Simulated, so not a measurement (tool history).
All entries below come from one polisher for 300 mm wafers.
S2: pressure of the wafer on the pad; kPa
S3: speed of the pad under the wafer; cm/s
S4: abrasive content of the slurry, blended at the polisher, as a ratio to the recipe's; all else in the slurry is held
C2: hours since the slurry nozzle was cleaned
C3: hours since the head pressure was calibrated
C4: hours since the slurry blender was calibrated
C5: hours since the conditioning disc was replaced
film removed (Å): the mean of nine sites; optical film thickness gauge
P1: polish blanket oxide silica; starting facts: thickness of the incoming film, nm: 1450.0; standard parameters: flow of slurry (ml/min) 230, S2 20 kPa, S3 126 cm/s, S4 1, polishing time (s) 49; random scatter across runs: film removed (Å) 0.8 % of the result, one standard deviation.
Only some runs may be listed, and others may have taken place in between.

Run 1, day 0.171: flow of slurry (ml/min) 230, S2 20 kPa, S3 126 cm/s, S4 1, polishing time (s) 49; wafers polished on this pad 283; C2 194.8; C3 301.3; C4 181.2; C5 306.1. Result: film removed (Å) 1332.8.
Run 2, day 0.358: flow of slurry (ml/min) 165, S2 20 kPa, S3 126 cm/s, S4 1, polishing time (s) 49; wafers polished on this pad 347; C2 199.3; C3 305.8; C4 185.7; C5 310.6. Result: film removed (Å) 1270.1.
Run 3, day 0.542: flow of slurry (ml/min) 230, S2 20 kPa, S3 126 cm/s, S4 1, polishing time (s) 73; wafers polished on this pad 409; C2 203.7; C3 310.2; C4 190.1; C5 315. Result: film removed (Å) 1995.1.
Run 4, day 0.712: flow of slurry (ml/min) 230, S2 29 kPa, S3 126 cm/s, S4 1, polishing time (s) 49; wafers polished on this pad 468; C2 207.8; C3 314.3; C4 194.2; C5 319.1. Result: film removed (Å) 1918.4.
Run 5, day 0.942: flow of slurry (ml/min) 230, S2 20 kPa, S3 126 cm/s, S4 1, polishing time (s) 49; wafers polished on this pad 545; C2 213.3; C3 319.8; C4 199.7; C5 324.6. Result: film removed (Å) 1325.9.
Run 6, day 1.262: flow of slurry (ml/min) 230, S2 20 kPa, S3 126 cm/s, S4 1, polishing time (s) 28; wafers polished on this pad 655; C2 221; C3 327.5; C4 207.4; C5 332.3. Result: film removed (Å) 760.42.
Run 7, day 1.45: flow of slurry (ml/min) 295, S2 20 kPa, S3 126 cm/s, S4 1, polishing time (s) 24; wafers polished on this pad 718; C2 225.5; C3 332; C4 211.9; C5 336.8. Result: film removed (Å) 675.62.
Run 8, day 1.592: flow of slurry (ml/min) 230, S2 20 kPa, S3 126 cm/s, S4 1, polishing time (s) 49; wafers polished on this pad 767; C2 228.9; C3 335.4; C4 215.3; C5 340.2. Result: film removed (Å) 1334.8.
At day 1.771: head pressure recalibrated.
Run 9, day 1.846: flow of slurry (ml/min) 320, S2 20 kPa, S3 126 cm/s, S4 1, polishing time (s) 49; wafers polished on this pad 853; C2 235; C3 1.9; C4 221.4; C5 346.3. Result: film removed (Å) 1371.
Run 10, day 2.004: flow of slurry (ml/min) 230, S2 20 kPa, S3 126 cm/s, S4 1, polishing time (s) 49; wafers polished on this pad 907; C2 238.8; C3 5.7; C4 225.2; C5 350.1. Result: film removed (Å) 1327.5.
Run 11, day 2.283: flow of slurry (ml/min) 230, S2 20 kPa, S3 126 cm/s, S4 1.3, polishing time (s) 49; wafers polished on this pad 1002; C2 245.5; C3 12.4; C4 231.9; C5 356.8. Result: film removed (Å) 1503.3.
Run 12, day 2.538: flow of slurry (ml/min) 230, S2 20 kPa, S3 94 cm/s, S4 1, polishing time (s) 49; wafers polished on this pad 1088; C2 251.6; C3 18.5; C4 238; C5 362.9. Result: film removed (Å) 1040.5.
Run 13, day 2.775: flow of slurry (ml/min) 230, S2 9 kPa, S3 126 cm/s, S4 1, polishing time (s) 49; wafers polished on this pad 1169; C2 257.3; C3 24.2; C4 243.7; C5 368.6. Result: film removed (Å) 593.35.
Run 14, day 3.017: flow of slurry (ml/min) 155, S2 20 kPa, S3 126 cm/s, S4 1, polishing time (s) 76; wafers polished on this pad 1251; C2 263.1; C3 30; C4 249.5; C5 374.4. Result: film removed (Å) 1967.
Run 15, day 3.3: flow of slurry (ml/min) 230, S2 20 kPa, S3 190 cm/s, S4 1, polishing time (s) 49; wafers polished on this pad 1348; C2 269.9; C3 36.8; C4 256.3; C5 381.2. Result: film removed (Å) 1843.
Run 16, day 3.567: flow of slurry (ml/min) 230, S2 20 kPa, S3 126 cm/s, S4 1, polishing time (s) 49; wafers polished on this pad 1438; C2 276.3; C3 43.2; C4 262.7; C5 387.6. Result: film removed (Å) 1319.4.
Run 17, day 3.892: flow of slurry (ml/min) 230, S2 20 kPa, S3 126 cm/s, S4 0.55, polishing time (s) 49; wafers polished on this pad 1549; C2 284.1; C3 51; C4 270.5; C5 395.4. Result: film removed (Å) 961.38.
Run 18, day 4.083: flow of slurry (ml/min) 230, S2 20 kPa, S3 126 cm/s, S4 1, polishing time (s) 49; wafers polished on this pad 1614; C2 288.7; C3 55.6; C4 275.1; C5 400. Result: film removed (Å) 1329.7.
Run 19, day 4.25: flow of slurry (ml/min) 230, S2 20 kPa, S3 126 cm/s, S4 1, polishing time (s) 49; wafers polished on this pad 1671; C2 292.7; C3 59.6; C4 279.1; C5 404. Result: film removed (Å) 1320.7.
Run 20, day 4.433: flow of slurry (ml/min) 230, S2 20 kPa, S3 126 cm/s, S4 1, polishing time (s) 49; wafers polished on this pad 1733; C2 297.1; C3 64; C4 283.5; C5 408.4. Result: film removed (Å) 1282.5.
Run 21, day 4.596: flow of slurry (ml/min) 230, S2 20 kPa, S3 126 cm/s, S4 1, polishing time (s) 49; wafers polished on this pad 1788; C2 301; C3 67.9; C4 287.4; C5 412.3. Result: film removed (Å) 1249.5.
Run 22, day 4.771: flow of slurry (ml/min) 230, S2 20 kPa, S3 126 cm/s, S4 1, polishing time (s) 49; wafers polished on this pad 1848; C2 305.2; C3 72.1; C4 291.6; C5 416.5. Result: film removed (Å) 1230.1.
At day 4.875: conditioning disc replaced and pad reconditioned.
Run 23, day 5.075: flow of slurry (ml/min) 230, S2 20 kPa, S3 126 cm/s, S4 1, polishing time (s) 49; wafers polished on this pad 1951; C2 312.5; C3 79.4; C4 298.9; C5 4.9. Result: film removed (Å) 1212.3.
At day 5.092: worn pad replaced by a new one.
At day 5.15: slurry nozzle cleaned.
Run 24, day 5.375: flow of slurry (ml/min) 230, S2 20 kPa, S3 126 cm/s, S4 1, polishing time (s) 49; wafers polished on this pad 97; C2 5.5; C3 86.6; C4 306.1; C5 12.1. Result: film removed (Å) 1212.2.
Run 25, day 5.65: flow of slurry (ml/min) 230, S2 20 kPa, S3 126 cm/s, S4 1, polishing time (s) 49; wafers polished on this pad 190; C2 12.1; C3 93.2; C4 312.7; C5 18.7. Result: film removed (Å) 1206.9.

The log shows P1 creeping away from where it was. Any of the 2 causes listed here, at the size stated for it, fits the log just as well as the others:
A: head's pressure below its setpoint, % = 8.88
B: abrasive missing from the slurry, % = 17.7
The creep began at about day 4.25.
Ruled out, with reasons:
removal rate lost through wear of the pad, %: maintenance at day 5.092, after the shift began, did not return the process to its former output
slurry flow missing at the pad, %: maintenance at day 5.15, after the shift began, did not return the process to its former output
time polished since the conditioner stopped cutting, s: maintenance at day 4.875, after the shift began, did not return the process to its former output

Of the 4 check runs below, each run on 5 wafers with the results averaged and each result still a question mark, which one would tell the listed causes apart?
Run check 1, day 5.925: flow of slurry (ml/min) 230, S2 20 kPa, S3 152 cm/s, S4 1, polishing time (s) 49. Result: film removed (Å) ?.
Run check 2, day 5.925: flow of slurry (ml/min) 230, S2 20 kPa, S3 126 cm/s, S4 0.55, polishing time (s) 49. Result: film removed (Å) ?.
Run check 3, day 5.925: flow of slurry (ml/min) 230, S2 20 kPa, S3 126 cm/s, S4 1.2, polishing time (s) 49. Result: film removed (Å) ?.
Run check 4, day 5.925: flow of slurry (ml/min) 230, S2 27.6 kPa, S3 126 cm/s, S4 1, polishing time (s) 37. Result: film removed (Å) ?.

What each check would give under each cause:
  check            result    if A    if B
check 1  film removed (Å)  1410.8  1410.4
check 2  film removed (Å)  885.04  859.88
check 3  film removed (Å)  1313.7    1325
check 4  film removed (Å)  1264.6  1264.2
Separation of the two closest causes in each check, using whichever result separates them best: check 1 0.03 %; check 2 2.88 %; check 3 0.85 %; check 4 0.03 %
Check 2 tells the causes apart: in the others they would give nearly the same result.

Here is what check 2 returned: film removed (Å) 856.77. Which cause is it?

It is B: abrasive missing from the slurry, %.
